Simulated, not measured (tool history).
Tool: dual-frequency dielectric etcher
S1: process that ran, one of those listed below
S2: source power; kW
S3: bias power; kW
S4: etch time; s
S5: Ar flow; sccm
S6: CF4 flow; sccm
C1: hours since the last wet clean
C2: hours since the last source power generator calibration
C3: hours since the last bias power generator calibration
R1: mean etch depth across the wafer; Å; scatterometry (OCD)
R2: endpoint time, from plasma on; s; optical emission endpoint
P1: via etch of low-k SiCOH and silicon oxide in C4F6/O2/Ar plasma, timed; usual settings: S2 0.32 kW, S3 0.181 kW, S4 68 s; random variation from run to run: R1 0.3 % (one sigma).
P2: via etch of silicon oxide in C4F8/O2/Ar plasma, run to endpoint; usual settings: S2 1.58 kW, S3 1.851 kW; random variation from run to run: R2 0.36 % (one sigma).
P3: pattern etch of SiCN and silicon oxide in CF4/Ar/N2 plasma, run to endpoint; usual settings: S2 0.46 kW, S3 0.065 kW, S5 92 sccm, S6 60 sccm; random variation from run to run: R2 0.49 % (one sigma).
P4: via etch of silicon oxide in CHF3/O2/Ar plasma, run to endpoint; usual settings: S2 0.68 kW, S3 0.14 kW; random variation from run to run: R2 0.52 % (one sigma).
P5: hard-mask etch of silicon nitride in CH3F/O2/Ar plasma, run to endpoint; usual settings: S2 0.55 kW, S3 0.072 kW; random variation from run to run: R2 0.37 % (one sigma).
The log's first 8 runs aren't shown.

run	hour	S1	S2	S3	S4	S5	S6	C1	C2	C3	R1	R2
9	110.3	P3	0.56	0.065		92	60	157.9	425.7	528		9.9102
10	118.9	P5	0.55	0.072				166.5	434.3	536.6		44.088
11	129.1	P4	0.46	0.14				176.7	444.5	546.8		484.54
12	142	P1	0.32	0.116	68			189.6	457.4	559.7	1376.6	
13	151.8	P4	0.68	0.14				199.4	467.2	569.5		422.21
14	160.9	P5	0.55	0.072				208.5	476.3	578.6		44.097
15	173.7	P1	0.32	0.181	68			221.3	489.1	591.4	1572.2	
16	181.5	P3	0.46	0.065		59	60	229.1	496.9	599.2		10.967
17	191.5	P3	0.46	0.065		92	83	239.1	506.9	609.2		11.175
18	200.5	P3	0.46	0.046		92	60	248.1	515.9	618.2		13.147
19	211.9	P1	0.19	0.181	68			259.5	527.3	629.6	1291.4	
20	226.2	P2	1.58	1.851				273.8	541.6	643.9		250.81
21	239.4	P4	0.68	0.178				287	554.8	657.1		387.91
22	255.1	P4	0.68	0.14				302.7	570.5	672.8		422.73
23	266.8	P1	0.32	0.181	68			314.4	582.2	684.5	1580.9	
24	276.5	P1	0.26	0.11	68			324.1	591.9	694.2	1252.6	
25	287.9	P5	0.55	0.046				335.5	603.3	705.6		50.73
26	295.8	P1	0.32	0.181	97			343.4	611.2	713.5	2258.6	
27	309.3	P1	0.32	0.217	68			356.9	624.7	727	1679.6	
28	321.5	P1	0.39	0.181	68			369.1	636.9	739.2	1705.3	
29	333.8	P3	0.46	0.065		92	60	381.4	649.2	751.5		11.669
30	345.1	P2	1.58	1.851				392.7	660.5	762.8		251.02
31	353.7	P1	0.32	0.181	68			401.3	669.1	771.4	1582.8	
32	368.4	P1	0.32	0.181	68			416	683.8	786.1	1567.2	
33	380.8	P1	0.32	0.181	68			428.4	696.2	798.5	1561.4	

Run 34 comes next. What will it give?
34	394	P1	0.32	0.181	68			441.6	709.4	811.7	?	

Run 34 gave R1 1555.1 Å.
